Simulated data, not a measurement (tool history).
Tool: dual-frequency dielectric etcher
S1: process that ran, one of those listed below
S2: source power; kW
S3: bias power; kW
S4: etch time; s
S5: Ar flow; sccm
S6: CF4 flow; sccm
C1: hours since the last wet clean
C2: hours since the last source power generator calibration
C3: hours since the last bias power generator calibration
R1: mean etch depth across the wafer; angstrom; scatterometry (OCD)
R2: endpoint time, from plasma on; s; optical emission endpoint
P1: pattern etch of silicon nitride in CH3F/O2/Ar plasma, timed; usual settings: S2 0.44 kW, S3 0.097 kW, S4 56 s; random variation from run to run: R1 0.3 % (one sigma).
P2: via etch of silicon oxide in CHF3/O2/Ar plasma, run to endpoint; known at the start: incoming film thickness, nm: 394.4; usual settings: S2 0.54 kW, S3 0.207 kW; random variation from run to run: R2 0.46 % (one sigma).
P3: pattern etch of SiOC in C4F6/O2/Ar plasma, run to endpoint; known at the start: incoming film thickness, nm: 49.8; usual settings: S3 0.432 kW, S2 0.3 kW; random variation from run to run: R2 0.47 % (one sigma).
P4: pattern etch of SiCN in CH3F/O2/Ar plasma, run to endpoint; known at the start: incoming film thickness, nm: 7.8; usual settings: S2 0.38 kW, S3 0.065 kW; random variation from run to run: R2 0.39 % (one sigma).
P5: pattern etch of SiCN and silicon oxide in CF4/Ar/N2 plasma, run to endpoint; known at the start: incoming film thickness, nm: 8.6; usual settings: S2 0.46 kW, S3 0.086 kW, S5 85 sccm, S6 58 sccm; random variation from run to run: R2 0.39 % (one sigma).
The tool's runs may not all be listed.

run 1 hour=7.9 | S1=P1 S2=0.44 S3=0.097 S4=56 | C1=232.4 C2=504.3 C3=1843.7 | R1=438.81
run 2 hour=21 | S1=P1 S2=0.54 S3=0.097 S4=31 | C1=245.5 C2=517.4 C3=1856.8 | R1=263.59
run 3 hour=34.5 | S1=P4 S2=0.38 S3=0.065 | C1=259 C2=530.9 C3=1870.3 | R2=21.852
run 4 hour=41.7 | S1=P1 S2=0.44 S3=0.074 S4=56 | C1=266.2 C2=538.1 C3=1877.5 | R1=399.07
run 5 hour=51.4 | S1=P3 S2=0.3 S3=0.432 | C1=275.9 C2=547.8 C3=1887.2 | R2=19.795
run 6 hour=61.2 | S1=P2 S2=0.54 S3=0.155 | C1=285.7 C2=557.6 C3=1897 | R2=218.56
run 7 hour=77.5 | S1=P1 S2=0.44 S3=0.097 S4=56 | C1=302 C2=573.9 C3=1913.3 | R1=440.08
run 8 hour=86.2 | S1=P1 S2=0.44 S3=0.097 S4=76 | C1=310.7 C2=582.6 C3=1922 | R1=597.68
run 9 hour=100.2 | S1=P4 S2=0.47 S3=0.065 | C1=324.7 C2=596.6 C3=1936 | R2=20.094
run 10 hour=115.5 | S1=P1 S2=0.44 S3=0.097 S4=56 | C1=340 C2=611.9 C3=1951.3 | R1=440.19
run 11 hour=127.9 | S1=P2 S2=0.54 S3=0.207 | C1=352.4 C2=624.3 C3=1963.7 | R2=198.23
run 12 hour=138.2 | S1=P5 S2=0.46 S3=0.086 S5=85 S6=58 | C1=362.7 C2=634.6 C3=1974 | R2=9.5108
run 13 hour=151.8 | S1=P5 S2=0.46 S3=0.086 S5=85 S6=35 | C1=376.3 C2=648.2 C3=1987.6 | R2=10.155
run 14 hour=162.7 | S1=P3 S2=0.3 S3=0.546 | C1=387.2 C2=659.1 C3=1998.5 | R2=18.011
run 15 hour=170.8 | S1=P4 S2=0.38 S3=0.065 | C1=395.3 C2=667.2 C3=2006.6 | R2=21.58
run 16 hour=186.5 | S1=P1 S2=0.44 S3=0.122 S4=35 | C1=411 C2=682.9 C3=2022.3 | R1=298.83
run 17 hour=197.3 | S1=P1 S2=0.44 S3=0.097 S4=32 | C1=421.8 C2=693.7 C3=2033.1 | R1=251.34
run 18 hour=209.6 | S1=P5 S2=0.46 S3=0.086 S5=85 S6=58 | C1=434.1 C2=706 C3=2045.4 | R2=9.4578
run 19 hour=225 | S1=P4 S2=0.38 S3=0.08 | C1=449.5 C2=721.4 C3=2060.8 | R2=20.328
run 20 hour=239.7 | S1=P1 S2=0.44 S3=0.126 S4=42.5 | C1=464.2 C2=736.1 C3=2075.5 | R1=367.59
run 21 hour=247.9 | S1=P1 S2=0.44 S3=0.117 S4=56 | C1=472.4 C2=744.3 C3=2083.7 | R1=473.18
run 22 hour=262.5 | S1=P2 S2=0.54 S3=0.207 | C1=487 C2=758.9 C3=2098.3 | R2=200.39
run 23 hour=278.3 | S1=P3 S2=0.37 S3=0.432 | C1=502.8 C2=774.7 C3=2114.1 | R2=18.327
run 24 hour=287 | S1=P3 S2=0.3 S3=0.432 | C1=511.5 C2=783.4 C3=2122.8 | R2=19.765
run 25 hour=303.4 | S1=P5 S2=0.46 S3=0.086 S5=59 S6=58 | C1=527.9 C2=799.8 C3=2139.2 | R2=9.0294
run 26 hour=315.2 | S1=P1 S2=0.44 S3=0.097 S4=56 | C1=539.7 C2=811.6 C3=2151 | R1=441.08
run 27 hour=327.3 | S1=P1 S2=0.52 S3=0.097 S4=56 | C1=551.8 C2=823.7 C3=2163.1 | R1=468.18
run 28 hour=337.8 | S1=P1 S2=0.44 S3=0.097 S4=56 | C1=562.3 C2=834.2 C3=2173.6 | R1=442.59
run 29 hour=350.3 | S1=P1 S2=0.31 S3=0.097 S4=56 | C1=574.8 C2=846.7 C3=2186.1 | R1=386.96
run 30 hour=360.6 | S1=P5 S2=0.46 S3=0.053 S5=85 S6=58 | C1=585.1 C2=857 C3=2196.4 | R2=11.124
run 31 hour=371.9 | S1=P2 S2=0.31 S3=0.207 | C1=596.4 C2=868.3 C3=2207.7 | R2=245.6
run 32 hour=384.9 | S1=P1 S2=0.44 S3=0.097 S4=56 | C1=609.4 C2=881.3 C3=2220.7 | R1=443.75
run 33 hour=392.1 | S1=P5 S2=0.58 S3=0.086 S5=85 S6=58 | C1=616.6 C2=888.5 C3=2227.9 | R2=7.7878
run 34 hour=404.6 | S1=P1 S2=0.44 S3=0.097 S4=56 | C1=629.1 C2=901 C3=2240.4 | R1=441.7
run 35 hour=418.9 | S1=P1 S2=0.44 S3=0.097 S4=56 | C1=643.4 C2=915.3 C3=2254.7 | R1=437.73

Forecast run 36:
run 36 hour=434.2 | S1=P1 S2=0.44 S3=0.097 S4=56 | C1=658.7 C2=930.6 C3=2270 | R1=?

Run 36 gave R1 436.1 angstrom.
